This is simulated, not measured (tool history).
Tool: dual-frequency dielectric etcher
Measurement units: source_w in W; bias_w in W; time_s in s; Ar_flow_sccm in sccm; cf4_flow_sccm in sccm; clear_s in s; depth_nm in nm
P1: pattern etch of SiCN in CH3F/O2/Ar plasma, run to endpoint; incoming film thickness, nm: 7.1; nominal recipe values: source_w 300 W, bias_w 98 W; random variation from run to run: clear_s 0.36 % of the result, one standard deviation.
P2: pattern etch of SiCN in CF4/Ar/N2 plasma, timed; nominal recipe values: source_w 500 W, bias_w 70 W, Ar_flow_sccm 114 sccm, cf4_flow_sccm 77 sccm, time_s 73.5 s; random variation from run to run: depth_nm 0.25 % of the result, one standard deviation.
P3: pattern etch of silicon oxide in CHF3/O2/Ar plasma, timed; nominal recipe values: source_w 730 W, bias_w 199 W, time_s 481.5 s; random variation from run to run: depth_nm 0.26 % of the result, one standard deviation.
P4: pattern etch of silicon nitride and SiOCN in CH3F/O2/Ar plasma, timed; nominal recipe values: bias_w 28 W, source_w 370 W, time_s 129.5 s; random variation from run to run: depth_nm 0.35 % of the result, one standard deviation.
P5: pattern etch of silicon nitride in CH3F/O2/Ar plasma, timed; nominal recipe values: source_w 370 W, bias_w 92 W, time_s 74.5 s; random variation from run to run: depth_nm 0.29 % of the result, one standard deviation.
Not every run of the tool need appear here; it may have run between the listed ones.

| run | hour | process | source_w | bias_w | time_s | Ar_flow_sccm | cf4_flow_sccm | clear_s | depth_nm |
|---|---|---|---|---|---|---|---|---|---|
| 1 | 7.2 | P1 | 300 | 98 |  |  |  | 18.783 |  |
| 2 | 13.6 | P1 | 300 | 122 |  |  |  | 17.202 |  |
| 3 | 23.3 | P4 | 370 | 28 | 96 |  |  |  | 14.212 |
| 4 | 33.5 | P3 | 730 | 199 | 481.5 |  |  |  | 1043.7 |
| 5 | 45.2 | P5 | 480 | 92 | 74.5 |  |  |  | 61.522 |
| 6 | 51.3 | P1 | 300 | 98 |  |  |  | 18.737 |  |
| 7 | 59.1 | P2 | 670 | 70 | 73.5 | 114 | 77 |  | 88.377 |
| 8 | 65.9 | P4 | 370 | 28 | 129.5 |  |  |  | 19.28 |
| 9 | 78.2 | P4 | 370 | 37 | 129.5 |  |  |  | 21.941 |
| 10 | 84.2 | P5 | 370 | 92 | 46 |  |  |  | 34.446 |
| 11 | 96.7 | P3 | 730 | 199 | 637.5 |  |  |  | 1376.2 |
| 12 | 103.3 | P2 | 500 | 70 | 73.5 | 137 | 77 |  | 65.991 |
| 13 | 112.9 | P1 | 300 | 98 |  |  |  | 18.868 |  |
| 14 | 119.2 | P5 | 370 | 92 | 74.5 |  |  |  | 55.719 |
| 15 | 125 | P3 | 730 | 199 | 481.5 |  |  |  | 1041.3 |
| 16 | 132 | P2 | 500 | 70 | 73.5 | 114 | 49 |  | 63.131 |
| 17 | 144 | P1 | 300 | 98 |  |  |  | 18.778 |  |
| 18 | 156.5 | P1 | 300 | 98 |  |  |  | 18.672 |  |
| 19 | 166.5 | P1 | 300 | 98 |  |  |  | 18.86 |  |
| 20 | 172.2 | P2 | 500 | 70 | 73.5 | 114 | 77 |  | 68.367 |
| 21 | 178 | P4 | 370 | 28 | 129.5 |  |  |  | 19.293 |
| 22 | 186.8 | P2 | 500 | 70 | 110 | 114 | 77 |  | 102.52 |
| 23 | 196.5 | P3 | 560 | 199 | 481.5 |  |  |  | 940.32 |
| 24 | 204.3 | P2 | 500 | 45 | 73.5 | 114 | 77 |  | 59.142 |
| 25 | 214.2 | P4 | 300 | 28 | 129.5 |  |  |  | 17.893 |
| 26 | 221.5 | P2 | 500 | 70 | 73.5 | 114 | 77 |  | 68.473 |
| 27 | 230.7 | P1 | 240 | 126 |  |  |  | 18.412 |  |
| 28 | 240.6 | P3 | 730 | 134 | 481.5 |  |  |  | 914.4 |
| 29 | 253.4 | P5 | 370 | 62 | 74.5 |  |  |  | 48.365 |
| 30 | 261.1 | P1 | 300 | 59 |  |  |  | 22.355 |  |
| 31 | 270.1 | P1 | 190 | 98 |  |  |  | 22.176 |  |
| 32 | 276.8 | P1 | 370 | 98 |  |  |  | 17.399 |  |
| 33 | 288.8 | P1 | 300 | 98 |  |  |  | 18.71 |  |
| 34 | 299.3 | P1 | 300 | 98 |  |  |  | 19.011 |  |
| 35 | 308.6 | P1 | 300 | 98 |  |  |  | 18.884 |  |
|  | 311.8 | wet clean of the chamber |
| 36 | 314.4 | P1 | 300 | 98 |  |  |  | 19.159 |  |
| 37 | 327 | P1 | 300 | 98 |  |  |  | 19.145 |  |
| 38 | 338.4 | P1 | 300 | 98 |  |  |  | 19.006 |  |
| 39 | 347.3 | P1 | 300 | 98 |  |  |  | 19.164 |  |

What P1 gives has crept off from where it sat before. The 2 causes that follow fit the log equally well, each at the size noted:
A: bias power that arrives under what is set, % = 4.68
B: source power that arrives under what is set, % = 4.85
The gradual shift began around hour 288.8.
Excluded causes, each with its reason:
chamber walls in a state that lowers the etch rate, %: was serviced at hour 311.8, once the creep was under way, yet the earlier output never came back

Each of the 4 check runs below uses one wafer; its results are left as question marks. Which run tells the causes apart?
| check 1 | 356.2 | P5 | 370 | 92 | 74.5 |  |  |  | ? |
| check 2 | 356.2 | P3 | 730 | 199 | 481.5 |  |  |  | ? |
| check 3 | 356.2 | P2 | 500 | 70 | 73.5 | 114 | 77 |  | ? |
| check 4 | 356.2 | P4 | 370 | 28 | 129.5 |  |  |  | ? |

Predicted outcomes, by check and by cause:
| check | result | if A | if B |
|---|---|---|---|
| check 1 | depth_nm | 54.747 | 54.68 |
| check 2 | depth_nm | 1023.9 | 1021 |
| check 3 | depth_nm | 67.207 | 65.397 |
| check 4 | depth_nm | 18.827 | 18.929 |
Separation of the two closest causes in each check, using whichever result separates them best: check 1 0.12 %; check 2 0.28 %; check 3 2.73 %; check 4 0.54 %
Only check 3 tells the causes apart: in the others they would give nearly the same result.

Check 3 was carried out, with these results: depth_nm 65.594 nm. Which of the listed causes is responsible?

It is B: source power that arrives under what is set, %.
